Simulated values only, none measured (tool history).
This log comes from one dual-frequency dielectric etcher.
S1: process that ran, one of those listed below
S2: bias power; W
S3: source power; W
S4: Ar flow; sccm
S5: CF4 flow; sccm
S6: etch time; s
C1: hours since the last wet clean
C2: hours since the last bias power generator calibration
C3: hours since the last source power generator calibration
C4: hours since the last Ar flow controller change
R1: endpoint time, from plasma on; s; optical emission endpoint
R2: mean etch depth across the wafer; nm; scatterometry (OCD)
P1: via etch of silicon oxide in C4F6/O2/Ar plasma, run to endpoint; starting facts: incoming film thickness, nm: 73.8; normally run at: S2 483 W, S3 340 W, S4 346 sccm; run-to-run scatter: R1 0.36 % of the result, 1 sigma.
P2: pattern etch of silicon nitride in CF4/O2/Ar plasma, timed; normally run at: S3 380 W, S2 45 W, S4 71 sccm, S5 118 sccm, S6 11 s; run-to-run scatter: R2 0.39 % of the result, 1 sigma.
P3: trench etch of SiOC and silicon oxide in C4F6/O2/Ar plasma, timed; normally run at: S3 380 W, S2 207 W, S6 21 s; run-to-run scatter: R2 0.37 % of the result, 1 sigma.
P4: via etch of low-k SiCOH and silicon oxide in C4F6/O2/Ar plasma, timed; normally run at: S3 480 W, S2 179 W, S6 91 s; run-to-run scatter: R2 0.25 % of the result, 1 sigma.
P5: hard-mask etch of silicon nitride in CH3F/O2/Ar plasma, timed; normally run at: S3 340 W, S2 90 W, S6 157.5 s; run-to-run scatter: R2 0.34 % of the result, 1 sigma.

run 1 day=0.346 | S1=P1 S2=483 S3=340 S4=346 | C1=214.4 C2=1658.8 C3=419 C4=925.7 | R1=18.233
run 2 day=0.692 | S1=P1 S2=483 S3=340 S4=346 | C1=222.7 C2=1667.1 C3=427.3 C4=934 | R1=18.212
run 3 day=1.025 | S1=P2 S2=45 S3=380 S4=71 S5=118 S6=11 | C1=230.7 C2=1675.1 C3=435.3 C4=942 | R2=16.82
run 4 day=1.258 | S1=P2 S2=45 S3=380 S4=71 S5=118 S6=7.5 | C1=236.3 C2=1680.7 C3=440.9 C4=947.6 | R2=11.364
run 5 day=1.692 | S1=P1 S2=483 S3=340 S4=346 | C1=246.7 C2=1691.1 C3=451.3 C4=958 | R1=18.185
run 6 day=1.996 | S1=P2 S2=53 S3=380 S4=71 S5=118 S6=11 | C1=254 C2=1698.4 C3=458.6 C4=965.3 | R2=17.742
run 7 day=2.304 | S1=P1 S2=582 S3=390 S4=346 | C1=261.4 C2=1705.8 C3=466 C4=972.7 | R1=16.121
run 8 day=2.575 | S1=P2 S2=45 S3=380 S4=71 S5=118 S6=11 | C1=267.9 C2=1712.3 C3=472.5 C4=979.2 | R2=16.717
-- day=2.95 source power generator calibrated
run 9 day=3.042 | S1=P5 S2=90 S3=340 S6=118 | C1=279.1 C2=1723.5 C3=2.2 C4=990.4 | R2=83.403
run 10 day=3.388 | S1=P1 S2=483 S3=340 S4=346 | C1=287.4 C2=1731.8 C3=10.5 C4=998.7 | R1=18.226
run 11 day=3.75 | S1=P1 S2=483 S3=340 S4=410 | C1=296.1 C2=1740.5 C3=19.2 C4=1007.4 | R1=18.53
run 12 day=4.212 | S1=P1 S2=483 S3=340 S4=346 | C1=307.2 C2=1751.6 C3=30.3 C4=1018.5 | R1=18.158
run 13 day=4.454 | S1=P1 S2=483 S3=460 S4=475 | C1=313 C2=1757.4 C3=36.1 C4=1024.3 | R1=16.897
run 14 day=4.688 | S1=P2 S2=45 S3=380 S4=57 S5=118 S6=11 | C1=318.6 C2=1763 C3=41.7 C4=1029.9 | R2=17.018
run 15 day=4.938 | S1=P1 S2=483 S3=340 S4=218 | C1=324.6 C2=1769 C3=47.7 C4=1035.9 | R1=17.309
run 16 day=5.246 | S1=P3 S2=207 S3=520 S6=21 | C1=332 C2=1776.4 C3=55.1 C4=1043.3 | R2=47.752
run 17 day=5.692 | S1=P4 S2=179 S3=480 S6=91 | C1=342.7 C2=1787.1 C3=65.8 C4=1054 | R2=264.49
run 18 day=6.108 | S1=P1 S2=483 S3=440 S4=346 | C1=352.7 C2=1797.1 C3=75.8 C4=1064 | R1=16.553
run 19 day=6.425 | S1=P3 S2=207 S3=380 S6=21 | C1=360.3 C2=1804.7 C3=83.4 C4=1071.6 | R2=41.905
run 20 day=6.825 | S1=P4 S2=179 S3=480 S6=91 | C1=369.9 C2=1814.3 C3=93 C4=1081.2 | R2=264.9
run 21 day=7.125 | S1=P5 S2=114 S3=340 S6=157.5 | C1=377.1 C2=1821.5 C3=100.2 C4=1088.4 | R2=121.97
run 22 day=7.488 | S1=P1 S2=341 S3=340 S4=346 | C1=385.8 C2=1830.2 C3=108.9 C4=1097.1 | R1=20.682
run 23 day=7.788 | S1=P2 S2=45 S3=280 S4=71 S5=118 S6=11 | C1=393 C2=1837.4 C3=116.1 C4=1104.3 | R2=12.794
run 24 day=8.133 | S1=P5 S2=90 S3=220 S6=157.5 | C1=401.3 C2=1845.7 C3=124.4 C4=1112.6 | R2=95.174
run 25 day=8.492 | S1=P1 S2=483 S3=340 S4=346 | C1=409.9 C2=1854.3 C3=133 C4=1121.2 | R1=18.255
run 26 day=8.804 | S1=P4 S2=226 S3=480 S6=91 | C1=417.4 C2=1861.8 C3=140.5 C4=1128.7 | R2=285.33
run 27 day=9.067 | S1=P4 S2=179 S3=370 S6=91 | C1=423.7 C2=1868.1 C3=146.8 C4=1135 | R2=239.2
run 28 day=9.546 | S1=P4 S2=179 S3=480 S6=50 | C1=435.2 C2=1879.6 C3=158.3 C4=1146.5 | R2=146.03
run 29 day=9.933 | S1=P3 S2=129 S3=380 S6=21 | C1=444.5 C2=1888.9 C3=167.6 C4=1155.8 | R2=36.216
run 30 day=10.338 | S1=P2 S2=45 S3=380 S4=71 S5=159 S6=11 | C1=454.2 C2=1898.6 C3=177.3 C4=1165.5 | R2=17.215
run 31 day=10.646 | S1=P3 S2=207 S3=380 S6=14.5 | C1=461.6 C2=1906 C3=184.7 C4=1172.9 | R2=29.202
run 32 day=11.038 | S1=P1 S2=483 S3=280 S4=346 | C1=471 C2=1915.4 C3=194.1 C4=1182.3 | R1=19.416
run 33 day=11.279 | S1=P5 S2=90 S3=340 S6=157.5 | C1=476.8 C2=1921.2 C3=199.9 C4=1188.1 | R2=111.43
run 34 day=11.533 | S1=P1 S2=615 S3=340 S4=346 | C1=482.9 C2=1927.3 C3=206 C4=1194.2 | R1=16.522
run 35 day=11.788 | S1=P1 S2=483 S3=340 S4=346 | C1=489 C2=1933.4 C3=212.1 C4=1200.3 | R1=18.109
run 36 day=12.171 | S1=P1 S2=483 S3=340 S4=346 | C1=498.2 C2=1942.6 C3=221.3 C4=1209.5 | R1=17.968
run 37 day=12.483 | S1=P1 S2=483 S3=340 S4=346 | C1=505.7 C2=1950.1 C3=228.8 C4=1217 | R1=17.99
run 38 day=12.867 | S1=P1 S2=483 S3=340 S4=346 | C1=514.9 C2=1959.3 C3=238 C4=1226.2 | R1=17.877
-- day=13.121 Ar flow controller replaced
run 39 day=13.212 | S1=P1 S2=483 S3=340 S4=346 | C1=523.2 C2=1967.6 C3=246.3 C4=2.3 | R1=17.915
run 40 day=13.667 | S1=P1 S2=483 S3=340 S4=346 | C1=534.1 C2=1978.5 C3=257.2 C4=13.2 | R1=17.884
-- day=13.875 wet clean of the chamber
run 41 day=14.071 | S1=P1 S2=483 S3=340 S4=346 | C1=4.7 C2=1988.2 C3=266.9 C4=22.9 | R1=18.01
run 42 day=14.425 | S1=P1 S2=483 S3=340 S4=346 | C1=13.2 C2=1996.7 C3=275.4 C4=31.4 | R1=17.779
run 43 day=14.829 | S1=P1 S2=483 S3=340 S4=346 | C1=22.9 C2=2006.4 C3=285.1 C4=41.1 | R1=17.843

The log shows P1 creeping away from where it was. Any of the 2 causes listed here, at the size stated for it, fits the log just as well as the others:
A: source power that arrives over what is set, % = 4.99
B: bias power that arrives over what is set, % = 4.89
Creep in the process output first set in at about day 11.788.
All other causes, with the reason each is excluded:
chamber walls in a state that raises the etch rate, %: maintenance at day 13.875, after the shift began, did not return the process to its former output
Ar flow that arrives under what is set, %: maintenance at day 13.121, after the shift began, did not return the process to its former output

The 4 check runs listed below each average the results of 2 wafers, and their outcomes are marked with question marks. Under which run would the listed causes produce clearly different results?
run check 1 day=15.233 | S1=P2 S2=45 S3=380 S4=71 S5=118 S6=11 | R2=?
run check 2 day=15.233 | S1=P5 S2=90 S3=340 S6=157.5 | R2=?
run check 3 day=15.233 | S1=P3 S2=207 S3=380 S6=21 | R2=?
run check 4 day=15.233 | S1=P4 S2=179 S3=480 S6=91 | R2=?

How each check would come out, cause by cause:
check=check_1 result=R2 if_A=17.478 if_B=17.032
check=check_2 result=R2 if_A=113.34 if_B=113.26
check=check_3 result=R2 if_A=42.938 if_B=42.806
check=check_4 result=R2 if_A=270.03 if_B=268.91
Separation of the two closest causes in each check, using whichever result separates them best: check 1 2.59 %; check 2 0.07 %; check 3 0.31 %; check 4 0.41 %
The causes can be told apart only by check 1. The other checks would give nearly the same results under each of them.

Here is what check 1 returned: R2 17.399 nm. Which cause is it?

It was cause A: source power that arrives over what is set, %.
